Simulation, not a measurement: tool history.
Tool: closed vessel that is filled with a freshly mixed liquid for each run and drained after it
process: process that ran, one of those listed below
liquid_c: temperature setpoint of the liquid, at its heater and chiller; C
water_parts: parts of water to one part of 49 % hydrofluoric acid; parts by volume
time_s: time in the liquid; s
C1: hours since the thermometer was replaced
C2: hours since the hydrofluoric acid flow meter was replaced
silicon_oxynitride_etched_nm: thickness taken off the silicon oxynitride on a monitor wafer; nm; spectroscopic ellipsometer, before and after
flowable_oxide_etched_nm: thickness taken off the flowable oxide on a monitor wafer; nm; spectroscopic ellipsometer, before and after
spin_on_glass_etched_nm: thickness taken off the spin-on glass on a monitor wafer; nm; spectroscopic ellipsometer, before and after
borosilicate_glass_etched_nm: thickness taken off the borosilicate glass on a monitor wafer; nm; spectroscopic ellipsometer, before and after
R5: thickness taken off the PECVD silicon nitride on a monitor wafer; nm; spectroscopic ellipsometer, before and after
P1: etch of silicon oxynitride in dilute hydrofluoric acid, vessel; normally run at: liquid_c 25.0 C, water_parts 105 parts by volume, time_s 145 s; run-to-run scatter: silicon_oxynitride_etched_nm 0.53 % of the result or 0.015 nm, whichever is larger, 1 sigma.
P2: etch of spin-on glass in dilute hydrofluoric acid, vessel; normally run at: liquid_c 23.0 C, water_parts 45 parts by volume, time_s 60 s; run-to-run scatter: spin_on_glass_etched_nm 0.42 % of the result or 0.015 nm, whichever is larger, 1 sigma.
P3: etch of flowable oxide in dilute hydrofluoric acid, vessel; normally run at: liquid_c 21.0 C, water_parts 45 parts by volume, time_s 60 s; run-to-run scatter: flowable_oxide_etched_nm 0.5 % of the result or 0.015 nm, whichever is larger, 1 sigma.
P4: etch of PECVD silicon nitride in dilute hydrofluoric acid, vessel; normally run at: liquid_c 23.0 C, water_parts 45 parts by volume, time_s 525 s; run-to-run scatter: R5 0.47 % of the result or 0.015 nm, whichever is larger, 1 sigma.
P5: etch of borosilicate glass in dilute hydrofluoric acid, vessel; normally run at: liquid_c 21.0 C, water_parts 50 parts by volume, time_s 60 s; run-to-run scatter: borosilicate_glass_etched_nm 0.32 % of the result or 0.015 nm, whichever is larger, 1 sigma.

{"run": 1, "hour": 11.2, "process": "P1", "liquid_c": 25.0, "water_parts": 105, "time_s": 145, "C1": 1561.8, "C2": 297.9, "silicon_oxynitride_etched_nm": 5.4997}
{"run": 2, "hour": 22.0, "process": "P1", "liquid_c": 31.0, "water_parts": 105, "time_s": 205, "C1": 1572.6, "C2": 308.7, "silicon_oxynitride_etched_nm": 10.28}
{"run": 3, "hour": 30.3, "process": "P3", "liquid_c": 21.0, "water_parts": 45, "time_s": 60, "C1": 1580.9, "C2": 317.0, "flowable_oxide_etched_nm": 40.942}
{"run": 4, "hour": 44.3, "process": "P1", "liquid_c": 25.0, "water_parts": 105, "time_s": 40, "C1": 1594.9, "C2": 331.0, "silicon_oxynitride_etched_nm": 1.5535}
{"run": 5, "hour": 55.4, "process": "P3", "liquid_c": 21.0, "water_parts": 20, "time_s": 60, "C1": 1606.0, "C2": 342.1, "flowable_oxide_etched_nm": 95.215}
{"run": 6, "hour": 63.9, "process": "P1", "liquid_c": 32.5, "water_parts": 105, "time_s": 145, "C1": 1614.5, "C2": 350.6, "silicon_oxynitride_etched_nm": 7.7553}
{"run": 7, "hour": 71.5, "process": "P1", "liquid_c": 21.0, "water_parts": 105, "time_s": 145, "C1": 1622.1, "C2": 358.2, "silicon_oxynitride_etched_nm": 4.5663}
{"run": 8, "hour": 86.4, "process": "P2", "liquid_c": 23.0, "water_parts": 45, "time_s": 60, "C1": 1637.0, "C2": 373.1, "spin_on_glass_etched_nm": 51.366}
{"run": 9, "hour": 94.6, "process": "P3", "liquid_c": 17.0, "water_parts": 45, "time_s": 60, "C1": 1645.2, "C2": 381.3, "flowable_oxide_etched_nm": 34.383}
{"run": 10, "hour": 105.8, "process": "P1", "liquid_c": 25.0, "water_parts": 105, "time_s": 145, "C1": 1656.4, "C2": 392.5, "silicon_oxynitride_etched_nm": 5.5222}
{"run": 11, "hour": 116.4, "process": "P1", "liquid_c": 25.0, "water_parts": 105, "time_s": 280, "C1": 1667.0, "C2": 403.1, "silicon_oxynitride_etched_nm": 10.592}
{"run": 12, "hour": 131.4, "process": "P1", "liquid_c": 25.0, "water_parts": 105, "time_s": 145, "C1": 1682.0, "C2": 418.1, "silicon_oxynitride_etched_nm": 5.5404}
{"run": 13, "hour": 141.9, "process": "P3", "liquid_c": 21.0, "water_parts": 45, "time_s": 30, "C1": 1692.5, "C2": 428.6, "flowable_oxide_etched_nm": 20.338}
{"run": 14, "hour": 148.9, "process": "P1", "liquid_c": 25.0, "water_parts": 180, "time_s": 145, "C1": 1699.5, "C2": 435.6, "silicon_oxynitride_etched_nm": 3.0177}
{"run": 15, "hour": 163.2, "process": "P5", "liquid_c": 21.0, "water_parts": 50, "time_s": 100, "C1": 1713.8, "C2": 449.9, "borosilicate_glass_etched_nm": 40.481}
{"run": 16, "hour": 175.9, "process": "P5", "liquid_c": 25.0, "water_parts": 50, "time_s": 60, "C1": 1726.5, "C2": 462.6, "borosilicate_glass_etched_nm": 28.768}
{"run": 17, "hour": 183.8, "process": "P2", "liquid_c": 17.5, "water_parts": 45, "time_s": 60, "C1": 1734.4, "C2": 470.5, "spin_on_glass_etched_nm": 40.312}
{"run": 18, "hour": 196.1, "process": "P4", "liquid_c": 17.0, "water_parts": 45, "time_s": 525, "C1": 1746.7, "C2": 482.8, "R5": 28.289}
{"run": 19, "hour": 210.6, "process": "P1", "liquid_c": 25.0, "water_parts": 105, "time_s": 145, "C1": 1761.2, "C2": 497.3, "silicon_oxynitride_etched_nm": 5.5317}
{"run": 20, "hour": 225.7, "process": "P4", "liquid_c": 23.0, "water_parts": 70, "time_s": 525, "C1": 1776.3, "C2": 512.4, "R5": 28.142}
{"run": 21, "hour": 236.7, "process": "P1", "liquid_c": 25.0, "water_parts": 105, "time_s": 145, "C1": 1787.3, "C2": 523.4, "silicon_oxynitride_etched_nm": 5.5057}
{"run": 22, "hour": 244.2, "process": "P3", "liquid_c": 21.0, "water_parts": 45, "time_s": 60, "C1": 1794.8, "C2": 530.9, "flowable_oxide_etched_nm": 41.12}
{"run": 23, "hour": 258.2, "process": "P5", "liquid_c": 21.0, "water_parts": 30, "time_s": 60, "C1": 1808.8, "C2": 544.9, "borosilicate_glass_etched_nm": 41.626}
{"run": 24, "hour": 273.2, "process": "P1", "liquid_c": 25.0, "water_parts": 65, "time_s": 145, "C1": 1823.8, "C2": 559.9, "silicon_oxynitride_etched_nm": 9.275}
{"run": 25, "hour": 283.9, "process": "P4", "liquid_c": 23.0, "water_parts": 45, "time_s": 65, "C1": 1834.5, "C2": 570.6, "R5": 5.382}
{"run": 26, "hour": 292.7, "process": "P4", "liquid_c": 23.0, "water_parts": 45, "time_s": 525, "C1": 1843.3, "C2": 579.4, "R5": 42.63}
{"run": 27, "hour": 300.3, "process": "P2", "liquid_c": 23.0, "water_parts": 20, "time_s": 60, "C1": 1850.9, "C2": 587.0, "spin_on_glass_etched_nm": 119.43}
{"run": 28, "hour": 313.9, "process": "P5", "liquid_c": 21.0, "water_parts": 50, "time_s": 60, "C1": 1864.5, "C2": 600.6, "borosilicate_glass_etched_nm": 24.372}
{"run": 29, "hour": 322.7, "process": "P1", "liquid_c": 21.5, "water_parts": 105, "time_s": 30, "C1": 1873.3, "C2": 609.4, "silicon_oxynitride_etched_nm": 0.96733}
{"run": 30, "hour": 336.3, "process": "P2", "liquid_c": 23.0, "water_parts": 45, "time_s": 30, "C1": 1886.9, "C2": 623.0, "spin_on_glass_etched_nm": 25.781}
{"run": 31, "hour": 351.1, "process": "P1", "liquid_c": 31.0, "water_parts": 105, "time_s": 265, "C1": 1901.7, "C2": 637.8, "silicon_oxynitride_etched_nm": 13.36}
{"run": 32, "hour": 361.2, "process": "P1", "liquid_c": 25.0, "water_parts": 105, "time_s": 145, "C1": 1911.8, "C2": 647.9, "silicon_oxynitride_etched_nm": 5.5418}
{"run": 33, "hour": 368.7, "process": "P1", "liquid_c": 25.0, "water_parts": 105, "time_s": 145, "C1": 1919.3, "C2": 655.4, "silicon_oxynitride_etched_nm": 5.7045}
{"run": 34, "hour": 376.0, "process": "P1", "liquid_c": 25.0, "water_parts": 105, "time_s": 145, "C1": 1926.6, "C2": 662.7, "silicon_oxynitride_etched_nm": 5.7279}
{"run": 35, "hour": 386.1, "process": "P1", "liquid_c": 25.0, "water_parts": 105, "time_s": 145, "C1": 1936.7, "C2": 672.8, "silicon_oxynitride_etched_nm": 5.8513}
{"run": 36, "hour": 397.1, "process": "P1", "liquid_c": 25.0, "water_parts": 105, "time_s": 145, "C1": 1947.7, "C2": 683.8, "silicon_oxynitride_etched_nm": 5.9067}
{"run": 37, "hour": 408.7, "process": "P1", "liquid_c": 25.0, "water_parts": 105, "time_s": 145, "C1": 1959.3, "C2": 695.4, "silicon_oxynitride_etched_nm": 5.977}
{"run": 38, "hour": 419.3, "process": "P1", "liquid_c": 25.0, "water_parts": 105, "time_s": 145, "C1": 1969.9, "C2": 706.0, "silicon_oxynitride_etched_nm": 5.9788}
{"run": 39, "hour": 429.3, "process": "P1", "liquid_c": 25.0, "water_parts": 105, "time_s": 145, "C1": 1979.9, "C2": 716.0, "silicon_oxynitride_etched_nm": 5.9407}
{"run": 40, "hour": 438.4, "process": "P1", "liquid_c": 25.0, "water_parts": 105, "time_s": 145, "C1": 1989.0, "C2": 725.1, "silicon_oxynitride_etched_nm": 6.0356}
{"run": 41, "hour": 445.7, "process": "P1", "liquid_c": 25.0, "water_parts": 105, "time_s": 145, "C1": 1996.3, "C2": 732.4, "silicon_oxynitride_etched_nm": 6.0116}

What P1 gives has crept away from where it was. These 2 causes fit the log equally well, each at the size given:
A: hydrofluoric acid flow above the setpoint (%) = 7.39
B: liquid hotter than its thermometer reads (K) = 1.68
The creep began at about hour 361.2.

4 check runs are offered, one wafer each, their results left as question marks. Which one tells the causes apart?
{"run": "check 1", "hour": 453.0, "process": "P3", "liquid_c": 21.0, "water_parts": 45, "time_s": 60, "flowable_oxide_etched_nm": "?"}
{"run": "check 2", "hour": 453.0, "process": "P5", "liquid_c": 21.0, "water_parts": 50, "time_s": 60, "borosilicate_glass_etched_nm": "?"}
{"run": "check 3", "hour": 453.0, "process": "P4", "liquid_c": 23.0, "water_parts": 45, "time_s": 525, "R5": "?"}
{"run": "check 4", "hour": 453.0, "process": "P2", "liquid_c": 23.0, "water_parts": 45, "time_s": 60, "spin_on_glass_etched_nm": "?"}

What each check would give under each cause:
check=check_1 result=flowable_oxide_etched_nm if_A=44.290 if_B=44.086
check=check_2 result=borosilicate_glass_etched_nm if_A=26.299 if_B=26.163
check=check_3 result=R5 if_A=45.985 if_B=48.061
check=check_4 result=spin_on_glass_etched_nm if_A=55.316 if_B=54.990
How far apart the two closest causes lie, in the result that separates them most: check 1 0.46 %; check 2 0.52 %; check 3 4.41 %; check 4 0.59 %
Check 3 tells the causes apart: in the others they would give nearly the same result.

Check 3 was then run and gave: R5 47.922 nm. Which cause is it?

It is B: liquid hotter than its thermometer reads (K).

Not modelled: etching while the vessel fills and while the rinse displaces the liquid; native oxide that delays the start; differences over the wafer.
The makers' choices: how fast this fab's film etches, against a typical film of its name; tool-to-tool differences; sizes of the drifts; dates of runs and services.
